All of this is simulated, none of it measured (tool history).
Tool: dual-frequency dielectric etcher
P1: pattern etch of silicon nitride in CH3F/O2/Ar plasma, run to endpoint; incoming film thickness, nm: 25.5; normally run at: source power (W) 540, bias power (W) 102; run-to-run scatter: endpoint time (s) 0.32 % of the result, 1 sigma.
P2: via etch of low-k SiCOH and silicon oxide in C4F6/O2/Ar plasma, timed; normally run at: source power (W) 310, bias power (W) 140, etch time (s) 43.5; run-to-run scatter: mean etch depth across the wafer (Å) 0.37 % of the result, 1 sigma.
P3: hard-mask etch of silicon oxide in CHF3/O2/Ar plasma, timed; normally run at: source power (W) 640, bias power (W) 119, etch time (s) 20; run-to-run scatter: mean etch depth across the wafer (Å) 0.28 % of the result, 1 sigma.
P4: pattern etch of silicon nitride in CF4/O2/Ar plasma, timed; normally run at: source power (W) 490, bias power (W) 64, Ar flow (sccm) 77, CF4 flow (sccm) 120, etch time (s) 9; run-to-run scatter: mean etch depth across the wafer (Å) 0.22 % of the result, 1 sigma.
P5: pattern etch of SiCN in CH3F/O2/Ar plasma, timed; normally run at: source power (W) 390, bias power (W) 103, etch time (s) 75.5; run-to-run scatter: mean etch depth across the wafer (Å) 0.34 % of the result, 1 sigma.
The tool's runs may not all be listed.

run	hour	process that ran	source power (W)	bias power (W)	etch time (s)	Ar flow (sccm)	CF4 flow (sccm)	hours since the last wet clean	hours since the last source power generator calibration	hours since the last bias power generator calibration	endpoint time (s)	mean etch depth across the wafer (Å)
1	7.8	P1	540	102				335.3	1175.9	1763.5	29.461	
2	15.2	P5	390	70	75.5			342.7	1183.3	1770.9		276.86
3	20.1	P1	540	102				347.6	1188.2	1775.8	29.368	
4	27.5	P4	490	64	9	59	120	355	1195.6	1783.2		194.39
5	37.3	P1	420	130				364.8	1205.4	1793	29.394	
6	43.6	P3	640	119	13.5			371.1	1211.7	1799.3		236.67
7	54.1	P1	700	102				381.6	1222.2	1809.8	26.5	
8	59.7	P3	460	119	20			387.2	1227.8	1815.4		308.8
9	68.8	P1	540	102				396.3	1236.9	1824.5	29.348	
10	79	P4	490	64	12	77	120	406.5	1247.1	1834.7		253.72
11	89.8	P5	250	103	75.5			417.3	1257.9	1845.5		272.6
12	96.1	P4	490	52	9	77	120	423.6	1264.2	1851.8		175.95
13	104.1	P1	540	102				431.6	1272.2	1859.8	29.266	
14	114	P5	390	103	75.5			441.5	1282.1	1869.7		318.94
15	124.5	P4	490	64	9	77	120	452	1292.6	1880.2		189.72
16	134.4	P3	640	148	20			461.9	1302.5	1890.1		376.38
17	143.9	P2	310	140	43.5			471.4	1312	1899.6		963.04
18	154	P4	380	64	9	77	120	481.5	1322.1	1909.7		152.67
19	163.4	P2	310	110	43.5			490.9	1331.5	1919.1		896.13
20	169.8	P3	640	119	20			497.3	1337.9	1925.5		352.74
21	178.5	P2	310	140	43.5			506	1346.6	1934.2		955.1
22	184.9	P1	540	102				512.4	1353	1940.6	29.26	
23	190.3	P1	540	123				517.8	1358.4	1946	27.46	
24	200.5	P1	540	59				528	1368.6	1956.2	35.095	
25	211.3	P2	310	140	31			538.8	1379.4	1967		684.3
26	220.7	P4	490	64	9	77	79	548.2	1388.8	1976.4		183.35
27	229.9	P5	390	103	75.5			557.4	1398	1985.6		318.29
28	238.6	P1	540	102				566.1	1406.7	1994.3	29.27	
29	246.4	P1	720	78				573.9	1414.5	2002.1	28.902	
30	251	P3	640	119	20			578.5	1419.1	2006.7		350.74
31	260.7	P2	440	140	43.5			588.2	1428.8	2016.4		1106.9
32	269.7	P1	380	141				597.2	1437.8	2025.4	29.465	
33	275.4	P5	390	103	54.5			602.9	1443.5	2031.1		230.68
34	284.2	P1	420	102				611.7	1452.3	2039.9	32.062	
35	289.3	P1	540	102				616.8	1457.4	2045	29.391	
36	299.6	P1	540	102				627.1	1467.7	2055.3	29.237	
37	307.1	P1	540	102				634.6	1475.2	2062.8	29.033	
38	314.3	P1	540	102				641.8	1482.4	2070	28.85	
39	321.3	P1	540	102				648.8	1489.4	2077	29.066	
40	326.7	P1	540	102				654.2	1494.8	2082.4	28.782	
# hour 336.7: wet clean of the chamber
41	337.1	P1	540	102				0.5	1505.2	2092.8	28.937	
42	345.8	P1	540	102				9.2	1513.9	2101.5	28.771	
43	355.8	P1	540	102				19.2	1523.9	2111.5	28.811	
44	361.9	P1	540	102				25.3	1530	2117.6	28.778	

What P1 gives has crept away from where it was. These 2 causes fit the log equally well, each at the size given:
A: source power that arrives over what is set, % = 4.33
B: bias power that arrives over what is set, % = 4.48
The creep began at about hour 289.3.
Why every other cause is out:
chamber walls in a state that raises the etch rate, %: serviced at hour 336.7, which brought nothing back

4 check runs are offered, one wafer each, their results left as question marks. Which one tells the causes apart?
check 1	368	P3	640	119	20							?
check 2	368	P2	310	140	43.5							?
check 3	368	P4	490	64	9	77	120					?
check 4	368	P5	390	103	75.5							?

What each check would give under each cause:
check	result	if A	if B
check 1	mean etch depth across the wafer (Å)	357.55	356.39
check 2	mean etch depth across the wafer (Å)	976.06	972.88
check 3	mean etch depth across the wafer (Å)	197.71	193.71
check 4	mean etch depth across the wafer (Å)	325.38	325.73
How far apart the two closest causes lie, in the result that separates them most: check 1 0.32 %; check 2 0.33 %; check 3 2.05 %; check 4 0.11 %
Check 3 tells the causes apart: in the others they would give nearly the same result.

Check 3 was then run and gave: mean etch depth across the wafer (Å) 197.39. Which cause is it?

It is A: source power that arrives over what is set, %.
